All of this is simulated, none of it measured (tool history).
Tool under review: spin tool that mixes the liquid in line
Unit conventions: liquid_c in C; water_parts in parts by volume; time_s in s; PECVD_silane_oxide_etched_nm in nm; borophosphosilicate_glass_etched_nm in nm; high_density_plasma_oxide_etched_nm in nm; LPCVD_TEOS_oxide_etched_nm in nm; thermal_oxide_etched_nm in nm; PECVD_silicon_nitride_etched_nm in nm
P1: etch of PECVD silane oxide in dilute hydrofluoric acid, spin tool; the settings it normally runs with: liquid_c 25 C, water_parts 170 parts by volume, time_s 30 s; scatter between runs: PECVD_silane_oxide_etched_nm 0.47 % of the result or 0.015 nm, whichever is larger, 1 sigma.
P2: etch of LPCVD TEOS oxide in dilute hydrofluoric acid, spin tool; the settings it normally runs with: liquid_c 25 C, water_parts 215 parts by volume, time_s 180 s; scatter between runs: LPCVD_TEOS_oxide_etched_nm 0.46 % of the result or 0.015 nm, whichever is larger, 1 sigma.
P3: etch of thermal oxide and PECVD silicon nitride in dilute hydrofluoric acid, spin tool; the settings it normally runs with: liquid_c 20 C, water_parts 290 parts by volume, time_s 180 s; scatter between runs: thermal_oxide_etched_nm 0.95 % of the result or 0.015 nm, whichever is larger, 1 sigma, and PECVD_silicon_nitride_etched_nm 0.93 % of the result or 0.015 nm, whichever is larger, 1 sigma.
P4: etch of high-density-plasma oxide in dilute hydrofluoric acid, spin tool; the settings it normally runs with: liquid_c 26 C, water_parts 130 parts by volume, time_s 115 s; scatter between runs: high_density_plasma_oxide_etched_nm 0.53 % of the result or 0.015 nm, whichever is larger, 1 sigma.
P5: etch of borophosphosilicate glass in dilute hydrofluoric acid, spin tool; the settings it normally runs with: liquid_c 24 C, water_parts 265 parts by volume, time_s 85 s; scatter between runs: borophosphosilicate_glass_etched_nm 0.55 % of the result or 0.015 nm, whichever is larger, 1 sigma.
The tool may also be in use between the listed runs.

run   hour  process  liquid_c  water_parts  time_s  hours since the thermometer was replaced  hours since the hydrofluoric acid flow meter was replaced  PECVD_silane_oxide_etched_nm  borophosphosilicate_glass_etched_nm  high_density_plasma_oxide_etched_nm  LPCVD_TEOS_oxide_etched_nm  thermal_oxide_etched_nm  PECVD_silicon_nitride_etched_nm
  1    4.6       P1        25          170      30                                     202.2                                                      907.9                        4.9188
  2   12.2       P1        25          170      15                                     209.8                                                      915.5                        2.4845
  3     17       P1        33          170      30                                     214.6                                                      920.3                        6.5178
  4   27.4       P5        24          265      85                                       225                                                      930.7                                                             11.132
  5   34.5       P5        24          170      85                                     232.1                                                      937.8                                                              19.33
  6   41.1       P4        21          130     115                                     238.7                                                      944.4                                                                                                  3.9459
  7   47.7       P1        25          250      30                                     245.3                                                        951                        3.0898
  8   57.4       P5      30.5          265      85                                       255                                                      960.7                                                              14.05
  9   64.2       P4        26          130      40                                     261.8                                                      967.5                                                                                                  1.6603
 10   69.2       P2        25          215     180                                     266.8                                                      972.5                                                                                                                              43.818
 11     79       P1        25          170      30                                     276.6                                                      982.3                        4.9957
 12   83.9       P1        25          170      60                                     281.5                                                      987.2                        9.9146
 13   94.2       P4        26           60     115                                     291.8                                                      997.5                                                                                                  11.287
 14  104.4       P2        25           30     180                                       302                                                     1007.7                                                                                                                              396.25
 15  111.5       P1        25          170      30                                     309.1                                                     1014.8                        4.9676
 16  119.6       P1        25          170      30                                     317.2                                                     1022.9                        4.9707
 17  125.6       P3        20           85     180                                     323.2                                                     1028.9                                                                                                                                                       8.9499                             7.15
 18  131.2       P5        24          265      15                                     328.8                                                     1034.5                                                             1.9679
 19  141.3       P1        25          170      30                                     338.9                                                     1044.6                        4.8877
 20    151       P3      26.5          290     180                                     348.6                                                     1054.3                                                                                                                                                       2.7018                           3.2825
 21  158.4       P2        25          215      15                                       356                                                     1061.7                                                                                                                              3.6762
 22  167.2       P2      18.5          215     180                                     364.8                                                     1070.5                                                                                                                              34.423
 23  174.8       P3        20          290     180                                     372.4                                                     1078.1                                                                                                                                                       2.1571                           2.1788
 24  184.1       P3        20          290     265                                     381.7                                                     1087.4                                                                                                                                                       3.1531                           3.1437
 25  193.1       P1        25          170      30                                     390.7                                                     1096.4                        4.9186
 26  201.6       P1        25           35      15                                     399.2                                                     1104.9                        14.176
 27  206.3       P1        25          290      15                                     403.9                                                     1109.6                        1.2679
 28  216.2       P1      18.5          170      50                                     413.8                                                     1119.5                        6.3656
 29  225.6       P3        20          290     180                                     423.2                                                     1128.9                                                                                                                                                       2.1407                           2.1847
 30  232.6       P1        17          170      30                                     430.2                                                     1135.9                         3.633
 31  239.2       P2        25          215     180                                     436.8                                                     1142.5                                                                                                                              44.042
 32  246.8       P4        26          130     115                                     444.4                                                     1150.1                                                                                                  4.8239
 33  255.1       P1        25          105      30                                     452.7                                                     1158.4                        8.6505
 34    260       P1        25          170      30                                     457.6                                                     1163.3                        4.9187
 35  266.9       P1        25          170      30                                     464.5                                                     1170.2                        5.0684
 36  271.6       P1        25          170      30                                     469.2                                                     1174.9                        5.2087
 37  276.9       P1        25          170      30                                     474.5                                                     1180.2                         5.306
 38  283.9       P1        25          170      30                                     481.5                                                     1187.2                        5.2728
 39  293.1       P1        25          170      30                                     490.7                                                     1196.4                        5.3258
 40  301.2       P1        25          170      30                                     498.8                                                     1204.5                        5.3348
 41  309.6       P1        25          170      30                                     507.2                                                     1212.9                        5.3768
 42  316.2       P1        25          170      30                                     513.8                                                     1219.5                        5.3967
 43    322       P1        25          170      30                                     519.6                                                     1225.3                        5.4019

Something has made what P1 gives creep away from where it was; the 2 causes below, each at its own stated size, fit the log equally well:
A: hydrofluoric acid flow above the setpoint (%) = 7.58
B: liquid hotter than its thermometer reads (K) = 2.36
The process output started creeping at around hour 260.

Which of the 4 check runs listed below, each an average over 2 wafers with its results shown as question marks, gives clearly different results under the different listed causes?
check 1  327.8       P5        24          265      85                                                                                                                                                                       ?
check 2  327.8       P3        20          290     180                                                                                                                                                                                                                                                                 ?                                ?
check 3  327.8       P2        25          215     180                                                                                                                                                                                                                                        ?
check 4  327.8       P4        26          130     115                                                                                                                                                                                                            ?

What each check would give under each cause:
  check                               result    if A    if B
check 1  borophosphosilicate_glass_etched_nm  12.339  12.222
check 2              thermal_oxide_etched_nm  2.3502  2.3356
check 2      PECVD_silicon_nitride_etched_nm  2.3514   2.542
check 3           LPCVD_TEOS_oxide_etched_nm  48.232  47.976
check 4  high_density_plasma_oxide_etched_nm  5.1901  5.2123
Per-check spread between the two closest causes, in the result where they differ most: check 1 0.95 %; check 2 7.79 %; check 3 0.53 %; check 4 0.43 %
The causes can be told apart only by check 2. The other checks would give nearly the same results under each of them.

Check 2 was carried out, with these results: thermal_oxide_etched_nm 2.3501 nm; PECVD_silicon_nitride_etched_nm 2.3748 nm. Which of the listed causes is responsible?

Of the candidate causes, it is A: hydrofluoric acid flow above the setpoint (%).
